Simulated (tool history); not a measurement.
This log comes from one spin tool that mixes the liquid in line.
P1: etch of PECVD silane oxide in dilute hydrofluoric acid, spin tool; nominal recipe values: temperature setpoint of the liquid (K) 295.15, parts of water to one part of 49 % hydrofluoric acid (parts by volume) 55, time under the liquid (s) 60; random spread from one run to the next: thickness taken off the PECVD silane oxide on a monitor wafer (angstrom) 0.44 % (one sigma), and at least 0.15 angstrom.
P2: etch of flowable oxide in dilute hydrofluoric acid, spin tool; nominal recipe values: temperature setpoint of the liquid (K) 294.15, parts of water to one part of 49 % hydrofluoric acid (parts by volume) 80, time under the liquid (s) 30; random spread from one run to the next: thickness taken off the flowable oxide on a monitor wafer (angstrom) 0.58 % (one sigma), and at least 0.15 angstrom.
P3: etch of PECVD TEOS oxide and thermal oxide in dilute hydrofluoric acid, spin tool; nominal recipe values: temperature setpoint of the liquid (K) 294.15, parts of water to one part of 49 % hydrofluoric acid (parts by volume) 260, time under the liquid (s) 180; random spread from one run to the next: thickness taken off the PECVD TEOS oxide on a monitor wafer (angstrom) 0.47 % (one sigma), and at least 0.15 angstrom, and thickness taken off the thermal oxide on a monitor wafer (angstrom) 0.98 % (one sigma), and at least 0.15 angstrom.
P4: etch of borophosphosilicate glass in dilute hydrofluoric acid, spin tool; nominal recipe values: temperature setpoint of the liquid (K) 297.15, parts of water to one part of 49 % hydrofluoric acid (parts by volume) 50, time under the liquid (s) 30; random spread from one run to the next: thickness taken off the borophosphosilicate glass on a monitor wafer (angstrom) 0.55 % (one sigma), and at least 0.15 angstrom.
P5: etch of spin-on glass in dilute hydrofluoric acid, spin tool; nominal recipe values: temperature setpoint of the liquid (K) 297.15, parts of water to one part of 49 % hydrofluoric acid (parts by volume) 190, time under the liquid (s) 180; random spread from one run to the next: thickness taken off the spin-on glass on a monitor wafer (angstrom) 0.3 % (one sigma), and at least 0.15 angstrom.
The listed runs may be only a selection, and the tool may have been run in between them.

run   hour  process that ran  temperature setpoint of the liquid (K)  parts of water to one part of 49 % hydrofluoric acid (parts by volume)  time under the liquid (s)  hours since the thermometer was replaced  hours since the hydrofluoric acid flow meter was replaced  thickness taken off the PECVD silane oxide on a monitor wafer (angstrom)  thickness taken off the spin-on glass on a monitor wafer (angstrom)  thickness taken off the borophosphosilicate glass on a monitor wafer (angstrom)  thickness taken off the PECVD TEOS oxide on a monitor wafer (angstrom)  thickness taken off the thermal oxide on a monitor wafer (angstrom)  thickness taken off the flowable oxide on a monitor wafer (angstrom)
  1    8.1                P1                                  295.15                                                                      55                         60                                     585.3                                                      798.4                                                                    373.03
  2   21.4                P5                                  297.15                                                                     190                        280                                     598.6                                                      811.7                                                                                                                                         415.20
  3   28.9                P4                                  290.15                                                                      50                         30                                     606.1                                                      819.2                                                                                                                                                                                                                          220.62
  4   42.3                P4                                  297.15                                                                      20                         30                                     619.5                                                      832.6                                                                                                                                                                                                                          776.50
  5   51.3                P1                                  295.15                                                                      55                         60                                     628.5                                                      841.6                                                                    372.57
  6   61.3                P3                                  294.15                                                                     260                        180                                     638.5                                                      851.6                                                                                                                                                                                                                                                                                                  90.051                                                               25.633
  7   71.0                P2                                  300.65                                                                      80                         30                                     648.2                                                      861.3                                                                                                                                                                                                                                                                                                                                                                                                                                            201.090
  8   83.2                P2                                  294.15                                                                      80                         15                                     660.4                                                      873.5                                                                                                                                                                                                                                                                                                                                                                                                                                             76.685
  9   98.3                P1                                  290.15                                                                      55                         60                                     675.5                                                      888.6                                                                    300.17
 10  110.0                P2                                  294.15                                                                      80                         30                                     687.2                                                      900.3                                                                                                                                                                                                                                                                                                                                                                                                                                            151.960
 11  120.9                P3                                  294.15                                                                     355                        180                                     698.1                                                      911.2                                                                                                                                                                                                                                                                                                  60.476                                                               17.400
 12  129.4                P1                                  295.15                                                                      55                         95                                     706.6                                                      919.7                                                                    588.33
 13  140.1                P4                                  297.15                                                                      50                         30                                     717.3                                                      930.4                                                                                                                                                                                                                          296.23
 14  152.4                P2                                  294.15                                                                      35                         30                                     729.6                                                      942.7                                                                                                                                                                                                                                                                                                                                                                                                                                            368.570
 15  162.4                P1                                  290.15                                                                      35                         60                                     739.6                                                      952.7                                                                    482.28
 16  171.3                P1                                  295.15                                                                      90                         60                                     748.5                                                      961.6                                                                    216.00
 17  184.1                P1                                  295.15                                                                      55                         60                                     761.3                                                      974.4                                                                    373.46
 18  199.0                P5                                  290.15                                                                     190                        180                                     776.2                                                      989.3                                                                                                                                         201.54
 19  206.8                P1                                  295.15                                                                      55                         60                                     784.0                                                      997.1                                                                    369.91
 20  216.2                P3                                  302.15                                                                     260                        180                                     793.4                                                     1006.5                                                                                                                                                                                                                                                                                                 119.320                                                               33.895
 21  223.4                P1                                  295.15                                                                      30                         60                                     800.6                                                     1013.7                                                                    703.09
 22  237.6                P1                                  300.65                                                                     100                         60                                     814.8                                                     1027.9                                                                    238.94
 23  244.5                P4                                  297.15                                                                      50                         15                                     821.7                                                     1034.8                                                                                                                                                                                                                          147.23
 24  252.2                P1                                  302.65                                                                      55                         60                                     829.4                                                     1042.5                                                                    501.48
 25  264.2                P3                                  294.15                                                                     260                         85                                     841.4                                                     1054.5                                                                                                                                                                                                                                                                                                  42.510                                                               12.246
 26  274.9                P1                                  295.15                                                                      55                         60                                     852.1                                                     1065.2                                                                    370.13
 27  286.9                P1                                  301.65                                                                      55                         95                                     864.1                                                     1077.2                                                                    764.13
 28  295.5                P4                                  297.15                                                                      50                         30                                     872.7                                                     1085.8                                                                                                                                                                                                                          297.30
 29  307.6                P1                                  295.15                                                                      55                         60                                     884.8                                                     1097.9                                                                    371.14
 30  314.6                P5                                  297.15                                                                     190                        180                                     891.8                                                     1104.9                                                                                                                                         266.21
 31  326.1                P5                                  297.15                                                                     190                        180                                     903.3                                                     1116.4                                                                                                                                         264.30
 32  341.1                P5                                  297.15                                                                      50                        180                                     918.3                                                     1131.4                                                                                                                                        1192.40
 33  350.5                P1                                  295.15                                                                      55                         35                                     927.7                                                     1140.8                                                                    216.11

Estimate the outcome of run 34 from the log above:
 34  365.5                P1                                  295.15                                                                      55                         60                                     942.7                                                     1155.8                                                                         ?

Logged for run 34: thickness taken off the PECVD silane oxide on a monitor wafer (angstrom) 370.33.

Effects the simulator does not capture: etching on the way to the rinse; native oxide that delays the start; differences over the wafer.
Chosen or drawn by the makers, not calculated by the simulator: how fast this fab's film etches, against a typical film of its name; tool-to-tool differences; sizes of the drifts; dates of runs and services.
